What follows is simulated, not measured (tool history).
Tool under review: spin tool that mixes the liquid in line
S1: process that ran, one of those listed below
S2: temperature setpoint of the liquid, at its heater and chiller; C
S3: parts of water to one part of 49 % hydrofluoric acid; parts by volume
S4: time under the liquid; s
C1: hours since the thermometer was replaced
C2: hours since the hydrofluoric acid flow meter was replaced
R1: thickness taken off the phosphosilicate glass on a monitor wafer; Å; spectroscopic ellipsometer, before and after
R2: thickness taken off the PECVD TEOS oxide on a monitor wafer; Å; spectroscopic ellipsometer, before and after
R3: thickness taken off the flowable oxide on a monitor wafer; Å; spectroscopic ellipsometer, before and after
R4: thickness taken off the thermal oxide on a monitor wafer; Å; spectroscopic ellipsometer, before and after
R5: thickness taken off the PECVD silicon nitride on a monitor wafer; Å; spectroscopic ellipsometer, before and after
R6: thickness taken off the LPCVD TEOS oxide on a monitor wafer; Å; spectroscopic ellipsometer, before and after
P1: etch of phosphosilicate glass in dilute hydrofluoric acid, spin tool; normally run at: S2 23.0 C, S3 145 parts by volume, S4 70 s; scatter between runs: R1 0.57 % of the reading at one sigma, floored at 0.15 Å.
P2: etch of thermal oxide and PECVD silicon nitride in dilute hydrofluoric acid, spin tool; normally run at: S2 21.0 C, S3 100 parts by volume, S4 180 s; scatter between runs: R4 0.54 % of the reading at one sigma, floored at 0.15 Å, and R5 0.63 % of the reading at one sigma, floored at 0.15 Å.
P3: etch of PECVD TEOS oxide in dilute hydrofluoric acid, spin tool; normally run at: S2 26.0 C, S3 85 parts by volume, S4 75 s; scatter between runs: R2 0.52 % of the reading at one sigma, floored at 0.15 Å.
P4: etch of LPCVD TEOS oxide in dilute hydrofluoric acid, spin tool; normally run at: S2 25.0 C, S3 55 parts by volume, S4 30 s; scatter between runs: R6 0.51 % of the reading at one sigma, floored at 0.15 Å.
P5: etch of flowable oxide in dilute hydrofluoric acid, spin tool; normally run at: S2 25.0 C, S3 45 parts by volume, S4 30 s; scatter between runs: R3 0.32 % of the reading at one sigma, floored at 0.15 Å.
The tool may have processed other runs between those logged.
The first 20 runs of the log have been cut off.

run	day	S1	S2	S3	S4	C1	C2	R1	R2	R3	R4	R5	R6
21	9.533	P1	23.0	145	30	2062.7	525.4	226.87					
22	10.008	P1	23.0	145	70	2074.1	536.8	536.72					
23	10.625	P2	26.0	100	180	2088.9	551.6				93.303	67.589	
24	10.988	P4	25.0	80	30	2097.6	560.3						106.230
25	11.350	P5	25.0	45	65	2106.3	569.0			950.73			
26	11.800	P1	23.0	145	70	2117.1	579.8	530.45					
27	12.229	P3	30.5	85	75	2127.4	590.1		218.98				
28	12.550	P2	21.0	100	180	2135.1	597.8				76.598	47.810	
29	13.054	P5	25.0	45	30	2147.2	609.9			438.92			
30	13.350	P5	25.0	45	30	2154.3	617.0			441.62			

For run 31, what comes out?
31	13.892	P1	17.0	235	70	2167.3	630.0	?					

{"run 31": {"R1": 237.48}}
